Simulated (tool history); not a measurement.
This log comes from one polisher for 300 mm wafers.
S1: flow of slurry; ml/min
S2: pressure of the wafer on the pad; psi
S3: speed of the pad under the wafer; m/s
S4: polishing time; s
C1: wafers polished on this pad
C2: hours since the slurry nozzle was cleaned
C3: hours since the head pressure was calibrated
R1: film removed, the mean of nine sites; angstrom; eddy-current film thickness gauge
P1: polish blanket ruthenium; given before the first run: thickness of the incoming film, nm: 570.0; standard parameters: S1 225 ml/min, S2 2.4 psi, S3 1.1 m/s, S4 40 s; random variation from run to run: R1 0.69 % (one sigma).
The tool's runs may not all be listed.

| run | hour | S1 | S2 | S3 | S4 | C1 | C2 | C3 | R1 |
|---|---|---|---|---|---|---|---|---|---|
| 1 | 7.9 | 225 | 2.4 | 1.1 | 40 | 467 | 179.5 | 592.4 | 578.31 |
| 2 | 21.1 | 225 | 2.4 | 1.1 | 40 | 612 | 192.7 | 605.6 | 579.2 |
| 3 | 36 | 225 | 2.4 | 1.1 | 40 | 777 | 207.6 | 620.5 | 574.63 |
| 4 | 49.3 | 320 | 2.4 | 1.1 | 40 | 923 | 220.9 | 633.8 | 605.5 |
| 5 | 57.7 | 225 | 2.4 | 1.1 | 40 | 1016 | 229.3 | 642.2 | 578.64 |
| 6 | 73.2 | 305 | 1.2 | 1.1 | 40 | 1187 | 244.8 | 657.7 | 297.05 |
| 7 | 89.2 | 135 | 2.4 | 1.1 | 40 | 1363 | 260.8 | 673.7 | 537.33 |
| 8 | 100.3 | 225 | 3.5 | 1.1 | 40 | 1486 | 271.9 | 684.8 | 840.07 |
| 9 | 115.6 | 225 | 1.5 | 1.1 | 40 | 1654 | 287.2 | 700.1 | 365.99 |
| 10 | 128 | 225 | 2.4 | 0.76 | 29 | 1791 | 299.6 | 712.5 | 289.47 |
| 11 | 142.9 | 225 | 2.4 | 1.44 | 40 | 1955 | 314.5 | 727.4 | 749.41 |
| 12 | 158.5 | 225 | 2.4 | 1.1 | 51 | 2128 | 330.1 | 743 | 734.07 |
| 13 | 166.2 | 225 | 2.4 | 1.1 | 18 | 2212 | 337.8 | 750.7 | 260.54 |
| 14 | 177.4 | 225 | 3.1 | 1.1 | 54 | 2336 | 349 | 761.9 | 1014.4 |
| 15 | 188.4 | 225 | 2.4 | 0.52 | 40 | 2457 | 360 | 772.9 | 274.22 |
| 16 | 202.3 | 225 | 2.4 | 1.1 | 40 | 2611 | 373.9 | 786.8 | 577.79 |
| 17 | 212.8 | 225 | 2.4 | 1.1 | 40 | 2726 | 384.4 | 797.3 | 567.02 |
| 18 | 220.4 | 225 | 2.4 | 1.1 | 40 | 2810 | 392 | 804.9 | 564.01 |
| 19 | 236.6 | 225 | 2.4 | 1.1 | 40 | 2989 | 408.2 | 821.1 | 556.68 |

Forecast run 20:
| 20 | 247.7 | 225 | 2.4 | 1.1 | 40 | 3111 | 419.3 | 832.2 | ? |

R1: 548.93 angstrom
